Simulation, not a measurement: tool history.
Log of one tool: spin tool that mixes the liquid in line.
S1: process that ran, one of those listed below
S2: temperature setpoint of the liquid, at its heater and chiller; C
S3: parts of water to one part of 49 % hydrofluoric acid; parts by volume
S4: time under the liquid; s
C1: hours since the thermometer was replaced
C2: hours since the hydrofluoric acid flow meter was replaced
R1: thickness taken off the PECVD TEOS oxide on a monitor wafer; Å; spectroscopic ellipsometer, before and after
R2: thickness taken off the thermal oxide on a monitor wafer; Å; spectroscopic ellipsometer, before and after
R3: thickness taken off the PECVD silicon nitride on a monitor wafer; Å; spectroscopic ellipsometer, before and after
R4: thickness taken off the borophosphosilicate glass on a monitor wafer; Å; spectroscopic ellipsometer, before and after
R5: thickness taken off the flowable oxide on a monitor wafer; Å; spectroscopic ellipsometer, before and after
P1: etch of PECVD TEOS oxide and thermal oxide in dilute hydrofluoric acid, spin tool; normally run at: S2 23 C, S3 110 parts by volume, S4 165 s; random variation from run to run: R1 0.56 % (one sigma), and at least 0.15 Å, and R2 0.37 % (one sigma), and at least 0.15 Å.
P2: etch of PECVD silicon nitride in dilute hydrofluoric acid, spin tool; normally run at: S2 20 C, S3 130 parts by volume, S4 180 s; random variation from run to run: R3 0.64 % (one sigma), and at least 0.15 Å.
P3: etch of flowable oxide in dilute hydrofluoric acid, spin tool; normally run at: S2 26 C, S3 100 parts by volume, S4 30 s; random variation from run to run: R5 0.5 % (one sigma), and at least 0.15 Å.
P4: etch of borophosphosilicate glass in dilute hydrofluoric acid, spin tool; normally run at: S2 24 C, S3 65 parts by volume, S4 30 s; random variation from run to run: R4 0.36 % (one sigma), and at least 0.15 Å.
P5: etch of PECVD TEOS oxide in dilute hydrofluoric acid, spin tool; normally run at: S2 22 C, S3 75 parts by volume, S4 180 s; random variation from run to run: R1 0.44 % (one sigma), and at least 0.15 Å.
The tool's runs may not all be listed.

| run | hour | S1 | S2 | S3 | S4 | C1 | C2 | R1 | R2 | R3 | R4 | R5 |
|---|---|---|---|---|---|---|---|---|---|---|---|---|
| 1 | 8.8 | P1 | 23 | 110 | 165 | 839.9 | 339.3 | 358.36 | 67.404 |  |  |  |
| 2 | 19.7 | P2 | 20 | 130 | 180 | 850.8 | 350.2 |  |  | 36.959 |  |  |
| 3 | 25 | P1 | 30.5 | 70 | 165 | 856.1 | 355.5 | 791.39 | 150.02 |  |  |  |
| 4 | 34.2 | P2 | 24 | 130 | 180 | 865.3 | 364.7 |  |  | 48.25 |  |  |
| 5 | 44.6 | P4 | 29 | 65 | 30 | 875.7 | 375.1 |  |  |  | 237.78 |  |
| 6 | 49.7 | P3 | 31 | 100 | 30 | 880.8 | 380.2 |  |  |  |  | 83.452 |
| 7 | 60 | P3 | 26 | 100 | 30 | 891.1 | 390.5 |  |  |  |  | 68.886 |
| 8 | 65.1 | P1 | 19.5 | 165 | 165 | 896.2 | 395.6 | 194.72 | 37.07 |  |  |  |
| 9 | 72.2 | P1 | 23 | 110 | 165 | 903.3 | 402.7 | 357.87 | 67.911 |  |  |  |
| 10 | 82.8 | P1 | 23 | 60 | 240 | 913.9 | 413.3 | 1010.5 | 191.41 |  |  |  |
| 11 | 93.3 | P1 | 23 | 110 | 165 | 924.4 | 423.8 | 358.61 | 67.979 |  |  |  |
| 12 | 102.8 | P5 | 22 | 75 | 180 | 933.9 | 433.3 | 191.08 |  |  |  |  |
| 13 | 110 | P4 | 24 | 65 | 15 | 941.1 | 440.5 |  |  |  | 98.454 |  |
| 14 | 120.2 | P1 | 23 | 110 | 165 | 951.3 | 450.7 | 357.08 | 67.808 |  |  |  |
| 15 | 125.5 | P5 | 22 | 75 | 100 | 956.6 | 456 | 107.23 |  |  |  |  |
| 16 | 132.6 | P3 | 26 | 175 | 30 | 963.7 | 463.1 |  |  |  |  | 35.924 |
| 17 | 139.1 | P1 | 23 | 25 | 165 | 970.2 | 469.6 | 1760.6 | 328.86 |  |  |  |
| 18 | 144 | P4 | 24 | 45 | 30 | 975.1 | 474.5 |  |  |  | 290.66 |  |
| 19 | 149.3 | P1 | 23 | 110 | 15 | 980.4 | 479.8 | 32.383 | 6.0962 |  |  |  |
|  | 152.6 | thermometer replaced |
| 20 | 159.3 | P2 | 20 | 130 | 295 | 6.8 | 489.8 |  |  | 60.935 |  |  |
| 21 | 168.5 | P1 | 17 | 110 | 165 | 16 | 499 | 281.69 | 52.465 |  |  |  |
| 22 | 176.7 | P2 | 20 | 130 | 180 | 24.2 | 507.2 |  |  | 37.104 |  |  |
| 23 | 183.2 | P2 | 20 | 80 | 180 | 30.7 | 513.7 |  |  | 59.446 |  |  |
| 24 | 189 | P1 | 23 | 110 | 245 | 36.5 | 519.5 | 528.3 | 100.13 |  |  |  |
| 25 | 198.4 | P1 | 23 | 200 | 165 | 45.9 | 528.9 | 178.44 | 33.662 |  |  |  |

Forecast run 26:
| 26 | 206 | P3 | 26 | 100 | 15 | 53.5 | 536.5 |  |  |  |  | ? |

{"run 26": {"R5": 35.017}}
